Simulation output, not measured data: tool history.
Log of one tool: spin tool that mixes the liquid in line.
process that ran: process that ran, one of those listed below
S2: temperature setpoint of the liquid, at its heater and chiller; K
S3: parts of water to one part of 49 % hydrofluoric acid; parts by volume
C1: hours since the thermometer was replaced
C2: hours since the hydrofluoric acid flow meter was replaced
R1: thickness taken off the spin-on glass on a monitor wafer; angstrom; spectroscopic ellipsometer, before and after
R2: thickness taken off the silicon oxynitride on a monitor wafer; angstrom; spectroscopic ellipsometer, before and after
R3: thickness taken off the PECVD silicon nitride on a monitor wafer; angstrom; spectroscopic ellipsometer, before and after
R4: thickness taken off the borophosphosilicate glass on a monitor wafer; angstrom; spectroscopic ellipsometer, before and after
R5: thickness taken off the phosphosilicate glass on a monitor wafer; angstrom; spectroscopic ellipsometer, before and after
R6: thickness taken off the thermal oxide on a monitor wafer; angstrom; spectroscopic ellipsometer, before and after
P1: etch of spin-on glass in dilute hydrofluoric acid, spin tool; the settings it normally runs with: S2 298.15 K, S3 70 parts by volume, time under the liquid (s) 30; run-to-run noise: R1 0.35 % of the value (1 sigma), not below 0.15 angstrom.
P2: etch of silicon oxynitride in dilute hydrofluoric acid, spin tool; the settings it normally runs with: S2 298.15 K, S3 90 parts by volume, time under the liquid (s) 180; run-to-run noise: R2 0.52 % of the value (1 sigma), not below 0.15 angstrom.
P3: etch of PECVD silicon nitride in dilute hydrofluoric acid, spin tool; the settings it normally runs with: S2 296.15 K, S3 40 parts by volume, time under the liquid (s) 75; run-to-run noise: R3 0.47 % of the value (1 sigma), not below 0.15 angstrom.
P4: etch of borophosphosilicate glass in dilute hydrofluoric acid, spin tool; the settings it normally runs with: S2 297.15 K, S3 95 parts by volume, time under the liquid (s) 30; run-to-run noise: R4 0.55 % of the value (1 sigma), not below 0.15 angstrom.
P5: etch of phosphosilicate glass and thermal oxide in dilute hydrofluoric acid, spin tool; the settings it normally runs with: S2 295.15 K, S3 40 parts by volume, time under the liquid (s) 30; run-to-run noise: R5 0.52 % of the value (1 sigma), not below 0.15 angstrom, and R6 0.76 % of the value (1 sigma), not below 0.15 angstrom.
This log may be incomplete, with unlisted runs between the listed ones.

Run 1, day 0.117: process that ran P1, S2 298.15 K, S3 70 parts by volume, time under the liquid (s) 30; C1 986.6; C2 525.7. Result: R1 206.48 angstrom.
Run 2, day 0.225: process that ran P2, S2 298.15 K, S3 90 parts by volume, time under the liquid (s) 295; C1 989.2; C2 528.3. Result: R2 149.620 angstrom.
Run 3, day 0.317: process that ran P1, S2 298.15 K, S3 70 parts by volume, time under the liquid (s) 45; C1 991.4; C2 530.5. Result: R1 311.86 angstrom.
Run 4, day 0.425: process that ran P2, S2 298.15 K, S3 90 parts by volume, time under the liquid (s) 180; C1 994.0; C2 533.1. Result: R2 91.053 angstrom.
Run 5, day 0.562: process that ran P1, S2 303.65 K, S3 20 parts by volume, time under the liquid (s) 30; C1 997.3; C2 536.4. Result: R1 982.22 angstrom.
Run 6, day 0.692: process that ran P2, S2 292.15 K, S3 90 parts by volume, time under the liquid (s) 180; C1 1000.4; C2 539.5. Result: R2 68.508 angstrom.
Run 7, day 0.812: process that ran P1, S2 298.15 K, S3 70 parts by volume, time under the liquid (s) 15; C1 1003.3; C2 542.4. Result: R1 103.97 angstrom.
Run 8, day 0.946: process that ran P1, S2 298.15 K, S3 70 parts by volume, time under the liquid (s) 30; C1 1006.5; C2 545.6. Result: R1 206.84 angstrom.
Run 9, day 1.042: process that ran P1, S2 298.15 K, S3 70 parts by volume, time under the liquid (s) 30; C1 1008.8; C2 547.9. Result: R1 207.25 angstrom.
Run 10, day 1.246: process that ran P1, S2 298.15 K, S3 70 parts by volume, time under the liquid (s) 30; C1 1013.7; C2 552.8. Result: R1 207.89 angstrom.
Run 11, day 1.358: process that ran P3, S2 300.65 K, S3 40 parts by volume, time under the liquid (s) 75; C1 1016.4; C2 555.5. Result: R3 97.988 angstrom.
Run 12, day 1.483: process that ran P4, S2 302.65 K, S3 95 parts by volume, time under the liquid (s) 30; C1 1019.4; C2 558.5. Result: R4 257.11 angstrom.
Run 13, day 1.650: process that ran P4, S2 297.15 K, S3 50 parts by volume, time under the liquid (s) 30; C1 1023.4; C2 562.5. Result: R4 413.51 angstrom.
Run 14, day 1.825: process that ran P3, S2 296.15 K, S3 40 parts by volume, time under the liquid (s) 115; C1 1027.6; C2 566.7. Result: R3 109.780 angstrom.
Run 15, day 1.946: process that ran P1, S2 298.15 K, S3 70 parts by volume, time under the liquid (s) 30; C1 1030.5; C2 569.6. Result: R1 207.87 angstrom.
Run 16, day 2.121: process that ran P4, S2 297.15 K, S3 95 parts by volume, time under the liquid (s) 30; C1 1034.7; C2 573.8. Result: R4 205.91 angstrom.
Run 17, day 2.317: process that ran P1, S2 298.15 K, S3 20 parts by volume, time under the liquid (s) 30; C1 1039.4; C2 578.5. Result: R1 770.50 angstrom.
Run 18, day 2.492: process that ran P5, S2 295.15 K, S3 40 parts by volume, time under the liquid (s) 30; C1 1043.6; C2 582.7. Result: R5 1176.20 angstrom, R6 37.048 angstrom.
Run 19, day 2.646: process that ran P4, S2 297.15 K, S3 95 parts by volume, time under the liquid (s) 60; C1 1047.3; C2 586.4. Result: R4 411.75 angstrom.
Run 20, day 2.800: process that ran P3, S2 296.15 K, S3 40 parts by volume, time under the liquid (s) 75; C1 1051.0; C2 590.1. Result: R3 72.469 angstrom.
Run 21, day 3.004: process that ran P1, S2 298.15 K, S3 105 parts by volume, time under the liquid (s) 30; C1 1055.9; C2 595.0. Result: R1 131.94 angstrom.
Run 22, day 3.125: process that ran P5, S2 295.15 K, S3 70 parts by volume, time under the liquid (s) 30; C1 1058.8; C2 597.9. Result: R5 645.24 angstrom, R6 19.871 angstrom.
Run 23, day 3.217: process that ran P5, S2 302.15 K, S3 40 parts by volume, time under the liquid (s) 30; C1 1061.0; C2 600.1. Result: R5 1577.40 angstrom, R6 47.919 angstrom.
At day 3.358: hydrofluoric acid flow meter replaced.
Run 24, day 3.388: process that ran P1, S2 298.15 K, S3 70 parts by volume, time under the liquid (s) 30; C1 1065.1; C2 0.7. Result: R1 207.13 angstrom.
Run 25, day 3.542: process that ran P5, S2 295.15 K, S3 40 parts by volume, time under the liquid (s) 15; C1 1068.8; C2 4.4. Result: R5 589.43 angstrom, R6 18.244 angstrom.
Run 26, day 3.721: process that ran P1, S2 293.65 K, S3 70 parts by volume, time under the liquid (s) 30; C1 1073.1; C2 8.7. Result: R1 171.63 angstrom.
Run 27, day 3.879: process that ran P4, S2 297.15 K, S3 95 parts by volume, time under the liquid (s) 30; C1 1076.9; C2 12.5. Result: R4 206.27 angstrom.
Run 28, day 3.971: process that ran P1, S2 302.65 K, S3 70 parts by volume, time under the liquid (s) 30; C1 1079.1; C2 14.7. Result: R1 246.91 angstrom.
Run 29, day 4.108: process that ran P2, S2 298.15 K, S3 30 parts by volume, time under the liquid (s) 180; C1 1082.4; C2 18.0. Result: R2 286.700 angstrom.
Run 30, day 4.246: process that ran P3, S2 296.15 K, S3 25 parts by volume, time under the liquid (s) 75; C1 1085.7; C2 21.3. Result: R3 111.530 angstrom.
Run 31, day 4.400: process that ran P1, S2 298.15 K, S3 70 parts by volume, time under the liquid (s) 30; C1 1089.4; C2 25.0. Result: R1 207.17 angstrom.
Run 32, day 4.533: process that ran P1, S2 298.15 K, S3 70 parts by volume, time under the liquid (s) 30; C1 1092.6; C2 28.2. Result: R1 203.54 angstrom.
Run 33, day 4.729: process that ran P1, S2 298.15 K, S3 70 parts by volume, time under the liquid (s) 30; C1 1097.3; C2 32.9. Result: R1 198.83 angstrom.
Run 34, day 4.821: process that ran P1, S2 298.15 K, S3 70 parts by volume, time under the liquid (s) 30; C1 1099.5; C2 35.1. Result: R1 196.74 angstrom.
Run 35, day 4.917: process that ran P1, S2 298.15 K, S3 70 parts by volume, time under the liquid (s) 30; C1 1101.8; C2 37.4. Result: R1 195.52 angstrom.

What does the tool deliver on the next run?
Run 36, day 5.062: process that ran P1, S2 298.15 K, S3 70 parts by volume, time under the liquid (s) 30; C1 1105.3; C2 40.9. Result: R1 ?.

R1: 195.15 angstrom

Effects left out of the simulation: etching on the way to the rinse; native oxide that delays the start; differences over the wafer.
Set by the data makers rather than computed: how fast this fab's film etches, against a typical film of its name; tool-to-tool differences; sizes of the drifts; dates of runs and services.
